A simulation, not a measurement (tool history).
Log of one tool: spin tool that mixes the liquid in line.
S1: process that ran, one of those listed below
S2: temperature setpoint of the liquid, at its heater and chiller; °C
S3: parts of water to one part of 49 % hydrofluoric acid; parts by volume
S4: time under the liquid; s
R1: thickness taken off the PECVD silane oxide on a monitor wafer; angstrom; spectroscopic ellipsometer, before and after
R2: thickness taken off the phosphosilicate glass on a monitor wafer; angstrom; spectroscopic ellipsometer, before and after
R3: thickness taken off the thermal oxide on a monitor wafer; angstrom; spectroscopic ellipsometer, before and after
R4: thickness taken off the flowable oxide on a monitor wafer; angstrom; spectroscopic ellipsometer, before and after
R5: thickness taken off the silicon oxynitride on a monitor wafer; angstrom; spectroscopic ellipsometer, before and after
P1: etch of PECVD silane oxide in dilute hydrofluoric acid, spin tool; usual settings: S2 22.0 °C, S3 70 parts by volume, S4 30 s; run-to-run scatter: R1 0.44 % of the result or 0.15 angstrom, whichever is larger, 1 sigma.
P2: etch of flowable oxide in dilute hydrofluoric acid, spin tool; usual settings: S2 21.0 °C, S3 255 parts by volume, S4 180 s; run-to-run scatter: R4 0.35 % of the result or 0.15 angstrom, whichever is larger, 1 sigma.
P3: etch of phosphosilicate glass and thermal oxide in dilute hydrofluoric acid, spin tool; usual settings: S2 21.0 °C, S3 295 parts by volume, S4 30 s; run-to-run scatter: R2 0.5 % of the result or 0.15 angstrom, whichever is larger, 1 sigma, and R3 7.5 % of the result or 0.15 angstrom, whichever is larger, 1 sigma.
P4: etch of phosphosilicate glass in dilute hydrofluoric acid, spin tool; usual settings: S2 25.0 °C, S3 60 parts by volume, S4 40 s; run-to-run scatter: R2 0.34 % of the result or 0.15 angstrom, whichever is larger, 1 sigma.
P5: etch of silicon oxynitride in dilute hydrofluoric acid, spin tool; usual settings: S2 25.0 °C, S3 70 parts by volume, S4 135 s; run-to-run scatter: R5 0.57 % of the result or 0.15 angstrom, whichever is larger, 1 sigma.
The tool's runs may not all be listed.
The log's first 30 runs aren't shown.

run   hour  S1    S2   S3  S4       R1  R2  R3  R4  R5
 31  253.2  P1  27.0  110  30   92.966
 32  262.3  P1  22.0   70  30  126.450
 33  271.3  P1  22.0   70  30  127.230
 34  280.1  P1  22.0   70  30  130.330
 35  287.2  P1  22.0   70  30  130.640
 36  295.3  P1  22.0   70  30  132.940
 37  302.1  P1  22.0   70  30  134.350
 38  310.0  P1  22.0   70  30  136.280
 39  321.0  P1  22.0   70  30  135.840
 40  332.2  P1  22.0   70  30  135.820

Forecast run 41:
 41  337.6  P1  22.0  70  30   ?

Run 41 gave R1 136.750 angstrom.
